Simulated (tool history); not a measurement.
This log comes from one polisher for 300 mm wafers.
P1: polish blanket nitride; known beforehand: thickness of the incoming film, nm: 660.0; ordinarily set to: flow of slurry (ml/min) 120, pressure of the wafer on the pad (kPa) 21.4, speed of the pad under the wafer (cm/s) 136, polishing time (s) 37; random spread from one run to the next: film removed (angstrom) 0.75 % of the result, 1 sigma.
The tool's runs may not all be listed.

run	hour	flow of slurry (ml/min)	pressure of the wafer on the pad (kPa)	speed of the pad under the wafer (cm/s)	polishing time (s)	wafers polished on this pad	hours since the slurry nozzle was cleaned	hours since the head pressure was calibrated	film removed (angstrom)
1	4.8	120	21.4	136	37	653	596.8	785.7	723.50
2	9.9	120	33.8	136	37	705	601.9	790.8	1129.60
3	14.9	70	21.4	136	37	756	606.9	795.8	630.53
4	19.8	120	21.4	136	37	806	611.8	800.7	720.82
5	24.6	120	21.4	136	37	854	616.6	805.5	723.10
6	32.2	120	21.4	136	37	932	624.2	813.1	725.72
7	35.9	185	21.4	136	37	970	627.9	816.8	771.62
8	39.7	120	15.2	62	37	1008	631.7	820.6	276.11
9	45.7	120	21.4	76	37	1069	637.7	826.6	453.74
10	49.8	120	21.4	136	46	1111	641.8	830.7	888.36
11	57.2	120	29.0	86	37	1186	649.2	838.1	673.13
12	62.8	120	11.0	136	37	1243	654.8	843.7	376.72
13	70.1	175	21.4	136	49	1318	662.1	851.0	1003.60
14	75.3	120	21.4	172	37	1371	667.3	856.2	867.49
15	82.8	120	21.4	136	19	1447	674.8	863.7	372.62
16	89.9	120	21.4	136	37	1519	681.9	870.8	717.66
17	97.0	120	21.4	136	37	1592	689.0	877.9	725.65
18	102.5	120	21.4	136	37	1648	694.5	883.4	716.38
19	105.9	120	21.4	136	37	1682	697.9	886.8	697.05
20	112.9	120	21.4	136	37	1754	704.9	893.8	674.34
# hour 118.0: head pressure recalibrated
21	118.2	120	21.4	136	37	1808	710.2	0.2	677.64
22	123.9	120	21.4	136	37	1866	715.9	5.9	672.60
23	128.9	120	21.4	136	37	1917	720.9	10.9	657.23
24	136.0	120	21.4	136	37	1989	728.0	18.0	661.24
25	142.0	120	21.4	136	37	2050	734.0	24.0	661.81

Estimate the outcome of run 26 from the log above:
26	145.3	120	21.4	136	37	2084	737.3	27.3	?

Run 26 came out at film removed (angstrom) 667.43.

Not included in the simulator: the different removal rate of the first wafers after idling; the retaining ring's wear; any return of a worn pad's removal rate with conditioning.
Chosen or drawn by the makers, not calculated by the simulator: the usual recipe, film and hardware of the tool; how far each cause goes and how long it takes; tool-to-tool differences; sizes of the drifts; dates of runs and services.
